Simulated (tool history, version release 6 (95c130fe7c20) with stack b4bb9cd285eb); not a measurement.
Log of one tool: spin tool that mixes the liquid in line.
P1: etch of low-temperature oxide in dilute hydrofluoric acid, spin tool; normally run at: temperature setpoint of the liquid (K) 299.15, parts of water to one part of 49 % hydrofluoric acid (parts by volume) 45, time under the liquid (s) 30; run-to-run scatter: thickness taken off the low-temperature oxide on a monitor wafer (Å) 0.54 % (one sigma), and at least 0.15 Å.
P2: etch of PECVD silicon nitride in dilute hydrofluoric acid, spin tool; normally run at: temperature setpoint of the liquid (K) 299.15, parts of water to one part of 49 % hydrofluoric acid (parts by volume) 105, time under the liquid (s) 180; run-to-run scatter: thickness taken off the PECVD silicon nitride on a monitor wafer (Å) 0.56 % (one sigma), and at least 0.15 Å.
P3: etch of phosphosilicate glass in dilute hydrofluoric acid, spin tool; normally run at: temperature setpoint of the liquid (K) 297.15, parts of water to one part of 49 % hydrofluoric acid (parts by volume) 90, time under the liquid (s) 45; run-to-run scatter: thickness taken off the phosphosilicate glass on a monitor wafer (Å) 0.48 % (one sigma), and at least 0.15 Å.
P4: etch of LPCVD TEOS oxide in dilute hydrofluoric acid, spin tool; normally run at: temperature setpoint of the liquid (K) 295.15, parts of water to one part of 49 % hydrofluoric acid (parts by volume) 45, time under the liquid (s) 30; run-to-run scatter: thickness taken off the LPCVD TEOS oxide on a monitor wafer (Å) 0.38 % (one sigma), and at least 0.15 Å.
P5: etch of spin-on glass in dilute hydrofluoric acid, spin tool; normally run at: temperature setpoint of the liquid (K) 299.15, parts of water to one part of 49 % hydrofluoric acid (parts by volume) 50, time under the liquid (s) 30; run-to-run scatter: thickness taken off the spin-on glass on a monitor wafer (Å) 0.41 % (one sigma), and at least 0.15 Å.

run	hour	process that ran	temperature setpoint of the liquid (K)	parts of water to one part of 49 % hydrofluoric acid (parts by volume)	time under the liquid (s)	thickness taken off the low-temperature oxide on a monitor wafer (Å)	thickness taken off the PECVD silicon nitride on a monitor wafer (Å)	thickness taken off the LPCVD TEOS oxide on a monitor wafer (Å)	thickness taken off the phosphosilicate glass on a monitor wafer (Å)	thickness taken off the spin-on glass on a monitor wafer (Å)
1	2.4	P1	299.15	45	30	150.500				
2	6.8	P1	299.15	45	60	303.650				
3	9.9	P2	299.15	105	180		35.8040			
4	14.1	P1	299.15	45	30	150.530				
5	17.0	P4	290.15	45	30			101.140		
6	19.2	P2	307.15	105	180		58.7180			
7	21.6	P3	290.15	90	45				228.87	
8	25.6	P2	299.15	105	30		5.8802			
9	28.2	P1	293.15	45	15	58.508				
10	30.7	P4	295.15	75	30			72.174		
11	35.4	P1	292.65	45	55	209.220				
12	38.5	P1	299.15	45	30	151.500				
13	41.2	P5	305.65	50	30					591.01
14	43.7	P3	297.15	90	45				303.78	
15	46.2	P4	295.15	45	30			125.020		
16	48.5	P1	299.15	45	30	151.720				
17	52.6	P5	299.15	50	30					454.83
18	56.0	P4	295.15	45	45			186.160		
19	58.5	P1	292.65	45	30	116.370				
20	61.6	P3	297.15	90	45				303.00	
21	65.6	P5	299.15	30	30					784.70
22	67.7	P1	299.15	45	30	150.170				
23	71.9	P1	299.15	45	15	75.695				
24	75.5	P5	299.15	50	30					455.34
25	78.6	P1	306.15	45	30	198.140				
26	83.3	P4	295.15	45	30			125.270		
27	87.9	P5	299.15	50	15					229.33
28	90.5	P1	299.15	75	30	87.344				
29	93.9	P1	299.15	25	30	277.470				

Run 30 comes next. What will it give?
30	98.8	P2	299.15	55	180		?			

{"run 30": {"thickness taken off the PECVD silicon nitride on a monitor wafer (Å)": 67.439}}
